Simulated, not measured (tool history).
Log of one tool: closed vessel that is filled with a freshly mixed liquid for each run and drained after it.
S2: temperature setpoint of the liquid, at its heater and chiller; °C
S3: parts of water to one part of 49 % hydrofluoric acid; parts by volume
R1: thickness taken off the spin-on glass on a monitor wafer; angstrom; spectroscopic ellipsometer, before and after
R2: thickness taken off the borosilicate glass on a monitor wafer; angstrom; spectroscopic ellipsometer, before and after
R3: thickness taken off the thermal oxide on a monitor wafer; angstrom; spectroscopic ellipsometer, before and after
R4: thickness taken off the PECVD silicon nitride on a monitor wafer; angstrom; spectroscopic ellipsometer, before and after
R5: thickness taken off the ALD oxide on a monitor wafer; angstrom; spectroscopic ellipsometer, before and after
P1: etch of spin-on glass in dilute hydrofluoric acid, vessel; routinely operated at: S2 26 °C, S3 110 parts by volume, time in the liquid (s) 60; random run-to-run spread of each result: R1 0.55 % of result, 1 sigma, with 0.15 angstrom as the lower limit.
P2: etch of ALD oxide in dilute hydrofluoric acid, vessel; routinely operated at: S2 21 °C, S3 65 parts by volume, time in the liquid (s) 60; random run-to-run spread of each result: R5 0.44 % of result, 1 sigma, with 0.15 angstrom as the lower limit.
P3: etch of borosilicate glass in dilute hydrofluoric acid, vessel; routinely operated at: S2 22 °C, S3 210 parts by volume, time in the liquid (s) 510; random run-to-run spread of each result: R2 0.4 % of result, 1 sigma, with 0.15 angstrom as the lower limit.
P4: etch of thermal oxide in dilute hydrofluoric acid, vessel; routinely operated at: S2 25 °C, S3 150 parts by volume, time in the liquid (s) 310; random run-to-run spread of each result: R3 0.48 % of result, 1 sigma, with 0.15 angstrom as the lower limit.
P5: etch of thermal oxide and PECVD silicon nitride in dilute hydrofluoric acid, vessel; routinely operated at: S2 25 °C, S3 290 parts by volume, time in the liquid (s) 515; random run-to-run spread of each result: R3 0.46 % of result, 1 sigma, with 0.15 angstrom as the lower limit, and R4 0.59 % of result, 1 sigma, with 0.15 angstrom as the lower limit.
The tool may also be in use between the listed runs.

Run 1, hour 15.7: process that ran P1, S2 26 °C, S3 110 parts by volume, time in the liquid (s) 60. Result: R1 213.5 angstrom.
Run 2, hour 28.5: process that ran P3, S2 18 °C, S3 210 parts by volume, time in the liquid (s) 510. Result: R2 484.03 angstrom.
Run 3, hour 45.1: process that ran P1, S2 26 °C, S3 110 parts by volume, time in the liquid (s) 115. Result: R1 408.76 angstrom.
Run 4, hour 61: process that ran P4, S2 25 °C, S3 150 parts by volume, time in the liquid (s) 620. Result: R3 182.14 angstrom.
Run 5, hour 69.8: process that ran P5, S2 25 °C, S3 290 parts by volume, time in the liquid (s) 515. Result: R3 69.879 angstrom, R4 50.528 angstrom.
Run 6, hour 78.9: process that ran P5, S2 25 °C, S3 290 parts by volume, time in the liquid (s) 515. Result: R3 69.88 angstrom, R4 49.787 angstrom.
Run 7, hour 87.7: process that ran P3, S2 22 °C, S3 90 parts by volume, time in the liquid (s) 510. Result: R2 1488.5 angstrom.
Run 8, hour 101.5: process that ran P4, S2 25 °C, S3 150 parts by volume, time in the liquid (s) 310. Result: R3 92.003 angstrom.
Run 9, hour 120: process that ran P2, S2 21 °C, S3 65 parts by volume, time in the liquid (s) 85. Result: R5 266.65 angstrom.
Run 10, hour 135.2: process that ran P1, S2 26 °C, S3 110 parts by volume, time in the liquid (s) 60. Result: R1 211.73 angstrom.
Run 11, hour 144.7: process that ran P2, S2 21 °C, S3 65 parts by volume, time in the liquid (s) 60. Result: R5 188.85 angstrom.
Run 12, hour 160.6: process that ran P5, S2 25 °C, S3 290 parts by volume, time in the liquid (s) 830. Result: R3 111.52 angstrom, R4 81.55 angstrom.
Run 13, hour 170.1: process that ran P1, S2 26 °C, S3 165 parts by volume, time in the liquid (s) 60. Result: R1 133.36 angstrom.
Run 14, hour 189.5: process that ran P4, S2 25 °C, S3 55 parts by volume, time in the liquid (s) 310. Result: R3 283.71 angstrom.
Run 15, hour 198.9: process that ran P3, S2 22 °C, S3 210 parts by volume, time in the liquid (s) 510. Result: R2 558.47 angstrom.
Run 16, hour 214: process that ran P1, S2 26 °C, S3 110 parts by volume, time in the liquid (s) 35. Result: R1 123.57 angstrom.
Run 17, hour 228.8: process that ran P1, S2 17.5 °C, S3 110 parts by volume, time in the liquid (s) 60. Result: R1 151.68 angstrom.
Run 18, hour 242.9: process that ran P1, S2 26 °C, S3 110 parts by volume, time in the liquid (s) 60. Result: R1 212.08 angstrom.
Run 19, hour 252.9: process that ran P5, S2 25 °C, S3 100 parts by volume, time in the liquid (s) 515. Result: R3 249.51 angstrom, R4 144.38 angstrom.
Run 20, hour 267.3: process that ran P1, S2 26 °C, S3 110 parts by volume, time in the liquid (s) 60. Result: R1 212.87 angstrom.
Run 21, hour 284.2: process that ran P1, S2 30.5 °C, S3 110 parts by volume, time in the liquid (s) 60. Result: R1 248.56 angstrom.
Run 22, hour 303.5: process that ran P5, S2 31.5 °C, S3 290 parts by volume, time in the liquid (s) 515. Result: R3 86.443 angstrom, R4 73.332 angstrom.
Run 23, hour 320.5: process that ran P1, S2 26 °C, S3 110 parts by volume, time in the liquid (s) 60. Result: R1 212.3 angstrom.
Run 24, hour 333: process that ran P4, S2 32 °C, S3 150 parts by volume, time in the liquid (s) 310. Result: R3 118.17 angstrom.
Run 25, hour 351: process that ran P2, S2 21 °C, S3 65 parts by volume, time in the liquid (s) 60. Result: R5 187.45 angstrom.
Run 26, hour 363.4: process that ran P2, S2 26 °C, S3 65 parts by volume, time in the liquid (s) 60. Result: R5 232.15 angstrom.
Run 27, hour 375.2: process that ran P3, S2 22 °C, S3 210 parts by volume, time in the liquid (s) 65. Result: R2 72.246 angstrom.
Run 28, hour 386.4: process that ran P1, S2 26 °C, S3 50 parts by volume, time in the liquid (s) 60. Result: R1 498.37 angstrom.
Run 29, hour 397.1: process that ran P1, S2 26 °C, S3 110 parts by volume, time in the liquid (s) 60. Result: R1 211.69 angstrom.
Run 30, hour 406.7: process that ran P1, S2 33 °C, S3 60 parts by volume, time in the liquid (s) 60. Result: R1 544.86 angstrom.
Run 31, hour 421.9: process that ran P2, S2 21 °C, S3 35 parts by volume, time in the liquid (s) 60. Result: R5 361.85 angstrom.
Run 32, hour 437.8: process that ran P1, S2 20.5 °C, S3 185 parts by volume, time in the liquid (s) 60. Result: R1 92.182 angstrom.
Run 33, hour 448.4: process that ran P1, S2 26 °C, S3 110 parts by volume, time in the liquid (s) 60. Result: R1 213.43 angstrom.
Run 34, hour 467.7: process that ran P1, S2 26 °C, S3 110 parts by volume, time in the liquid (s) 60. Result: R1 223.09 angstrom.
Run 35, hour 485: process that ran P1, S2 26 °C, S3 110 parts by volume, time in the liquid (s) 60. Result: R1 225.44 angstrom.
Run 36, hour 494: process that ran P1, S2 26 °C, S3 110 parts by volume, time in the liquid (s) 60. Result: R1 226.88 angstrom.
Run 37, hour 504.3: process that ran P1, S2 26 °C, S3 110 parts by volume, time in the liquid (s) 60. Result: R1 227.78 angstrom.
Run 38, hour 517: process that ran P1, S2 26 °C, S3 110 parts by volume, time in the liquid (s) 60. Result: R1 231.75 angstrom.
Run 39, hour 536.1: process that ran P1, S2 26 °C, S3 110 parts by volume, time in the liquid (s) 60. Result: R1 229.06 angstrom.

What P1 gives has crept away from where it was. These 2 causes fit the log equally well, each at the size given:
A: liquid hotter than its thermometer reads (K) = 2.09
B: hydrofluoric acid flow above the setpoint (%) = 7.28
The creep began at about hour 448.4.

Each of the 4 check runs below uses one wafer; its results are left as question marks. Which run tells the causes apart?
Run check 1, hour 555.2: process that ran P2, S2 21 °C, S3 65 parts by volume, time in the liquid (s) 60. Result: R5 ?.
Run check 2, hour 555.2: process that ran P4, S2 25 °C, S3 150 parts by volume, time in the liquid (s) 310. Result: R3 ?.
Run check 3, hour 555.2: process that ran P5, S2 25 °C, S3 290 parts by volume, time in the liquid (s) 515. Result: R3 ?, R4 ?.
Run check 4, hour 555.2: process that ran P3, S2 22 °C, S3 210 parts by volume, time in the liquid (s) 510. Result: R2 ?.

What each check would give under each cause:
  check  result    if A    if B
check 1      R5  206.22     204
check 2      R3  99.407  99.807
check 3      R3   74.82  76.255
check 3      R4  56.793  53.735
check 4      R2  609.94  614.41
Gap, in per cent, between the two causes that each check separates least, read from the result that separates them most: check 1 1.08 %; check 2 0.4 %; check 3 5.54 %; check 4 0.73 %
Only check 3 tells the causes apart: in the others they would give nearly the same result.

After running check 3, the following was obtained: R3 74.554 angstrom; R4 56.906 angstrom. Which cause does this point to?

Of the candidate causes, it is A: liquid hotter than its thermometer reads (K).
